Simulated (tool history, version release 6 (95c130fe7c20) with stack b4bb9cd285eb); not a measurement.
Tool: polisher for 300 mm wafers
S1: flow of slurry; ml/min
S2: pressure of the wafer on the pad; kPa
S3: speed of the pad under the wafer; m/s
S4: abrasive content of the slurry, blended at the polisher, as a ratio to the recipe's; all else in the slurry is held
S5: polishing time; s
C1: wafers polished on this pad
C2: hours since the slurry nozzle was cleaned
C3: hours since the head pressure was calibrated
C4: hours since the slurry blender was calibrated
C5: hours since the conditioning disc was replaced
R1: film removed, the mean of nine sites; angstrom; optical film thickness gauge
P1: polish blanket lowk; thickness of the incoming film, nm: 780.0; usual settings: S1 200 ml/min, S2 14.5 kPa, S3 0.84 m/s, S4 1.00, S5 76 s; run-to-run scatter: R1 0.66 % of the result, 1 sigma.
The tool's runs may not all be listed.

| run | day | S1 | S2 | S3 | S4 | S5 | C1 | C2 | C3 | C4 | C5 | R1 |
|---|---|---|---|---|---|---|---|---|---|---|---|---|
| 1 | 0.408 | 200 | 14.5 | 0.84 | 1.00 | 76 | 337 | 272.7 | 301.6 | 76.3 | 99.5 | 258.570 |
| 2 | 0.792 | 200 | 14.5 | 0.52 | 1.00 | 76 | 437 | 281.9 | 310.8 | 85.5 | 108.7 | 174.760 |
| 3 | 1.208 | 265 | 14.5 | 0.84 | 1.00 | 76 | 546 | 291.9 | 320.8 | 95.5 | 118.7 | 265.030 |
| 4 | 1.562 | 200 | 14.5 | 0.84 | 0.55 | 76 | 639 | 300.4 | 329.3 | 104.0 | 127.2 | 190.650 |
| 5 | 2.146 | 200 | 14.5 | 0.38 | 1.00 | 53 | 791 | 314.4 | 343.3 | 118.0 | 141.2 | 95.379 |
| 6 | 2.529 | 200 | 14.5 | 0.84 | 1.40 | 58 | 891 | 323.6 | 352.5 | 127.2 | 150.4 | 227.790 |
| 7 | 2.967 | 120 | 14.5 | 0.84 | 1.00 | 76 | 1006 | 334.1 | 363.0 | 137.7 | 160.9 | 236.600 |
| 8 | 3.379 | 200 | 14.5 | 0.84 | 1.00 | 76 | 1114 | 344.0 | 372.9 | 147.6 | 170.8 | 258.780 |
| 9 | 3.954 | 200 | 14.5 | 1.28 | 1.00 | 76 | 1264 | 357.8 | 386.7 | 161.4 | 184.6 | 364.160 |
| 10 | 4.492 | 200 | 14.5 | 0.84 | 1.00 | 76 | 1405 | 370.7 | 399.6 | 174.3 | 197.5 | 261.170 |
| 11 | 4.896 | 200 | 18.6 | 0.84 | 1.00 | 76 | 1511 | 380.4 | 409.3 | 184.0 | 207.2 | 334.270 |
| 12 | 5.429 | 200 | 14.5 | 0.84 | 1.00 | 44 | 1650 | 393.2 | 422.1 | 196.8 | 220.0 | 149.470 |
| 13 | 5.742 | 200 | 17.9 | 1.04 | 1.00 | 76 | 1732 | 400.7 | 429.6 | 204.3 | 227.5 | 381.640 |
| 14 | 6.333 | 200 | 14.5 | 0.84 | 1.50 | 76 | 1887 | 414.9 | 443.8 | 218.5 | 241.7 | 308.180 |
|  | 6.588 | slurry nozzle cleaned |
| 15 | 6.654 | 200 | 7.6 | 0.84 | 1.00 | 76 | 1971 | 1.7 | 451.5 | 226.2 | 249.4 | 135.720 |
| 16 | 6.983 | 200 | 14.5 | 0.84 | 1.00 | 106 | 2057 | 9.6 | 459.4 | 234.1 | 257.3 | 363.010 |
| 17 | 7.429 | 200 | 14.5 | 0.84 | 1.00 | 76 | 2174 | 20.3 | 470.1 | 244.8 | 268.0 | 262.770 |
| 18 | 8.038 | 200 | 14.5 | 0.84 | 1.00 | 76 | 2333 | 34.9 | 484.7 | 259.4 | 282.6 | 258.900 |
| 19 | 8.329 | 200 | 14.5 | 0.84 | 1.00 | 76 | 2409 | 41.9 | 491.7 | 266.4 | 289.6 | 248.620 |
| 20 | 8.825 | 200 | 14.5 | 0.84 | 1.00 | 76 | 2539 | 53.8 | 503.6 | 278.3 | 301.5 | 233.770 |
|  | 9.129 | slurry nozzle cleaned |
|  | 9.250 | conditioning disc replaced and pad reconditioned |
| 21 | 9.308 | 200 | 14.5 | 0.84 | 1.00 | 76 | 2665 | 4.4 | 515.2 | 289.9 | 1.5 | 229.230 |
| 22 | 9.908 | 200 | 14.5 | 0.84 | 1.00 | 76 | 2822 | 18.8 | 529.6 | 304.3 | 15.9 | 224.060 |
|  | 10.112 | head pressure recalibrated |
| 23 | 10.371 | 200 | 14.5 | 0.84 | 1.00 | 76 | 2943 | 29.9 | 6.2 | 315.4 | 27.0 | 223.970 |
| 24 | 10.875 | 200 | 14.5 | 0.84 | 1.00 | 76 | 3075 | 42.0 | 18.3 | 327.5 | 39.1 | 226.880 |

What P1 gives has crept away from where it was. These 2 causes fit the log equally well, each at the size given:
A: abrasive missing from the slurry, % = 25.5
B: removal rate lost through wear of the pad, % = 13.5
The creep began at about day 8.038.
Why every other cause is out:
slurry flow missing at the pad, %: serviced at day 9.129, which brought nothing back
head's pressure below its setpoint, %: serviced at day 10.112, which brought nothing back
time polished since the conditioner stopped cutting, s: serviced at day 9.250, which brought nothing back

4 check runs are offered, each on 3 wafers whose results are averaged, their results left as question marks. Which one tells the causes apart?
| check 1 | 11.379 | 200 | 14.5 | 1.26 | 1.45 | 76 |  |  |  |  |  | ? |
| check 2 | 11.379 | 200 | 9.0 | 0.84 | 1.00 | 100 |  |  |  |  |  | ? |
| check 3 | 11.379 | 200 | 14.5 | 0.64 | 1.00 | 46 |  |  |  |  |  | ? |
| check 4 | 11.379 | 200 | 14.5 | 1.02 | 1.00 | 76 |  |  |  |  |  | ? |

What each check would give under each cause:
| check | result | if A | if B |
|---|---|---|---|
| check 1 | R1 | 371.610 | 361.600 |
| check 2 | R1 | 182.980 | 182.910 |
| check 3 | R1 | 109.390 | 109.340 |
| check 4 | R1 | 262.390 | 262.280 |
How far apart the two closest causes lie, in the result that separates them most: check 1 2.73 %; check 2 0.04 %; check 3 0.04 %; check 4 0.04 %
Check 1 tells the causes apart: in the others they would give nearly the same result.

Check 1 was then run and gave: R1 360.590 angstrom. Which cause is it?

It is B: removal rate lost through wear of the pad, %.
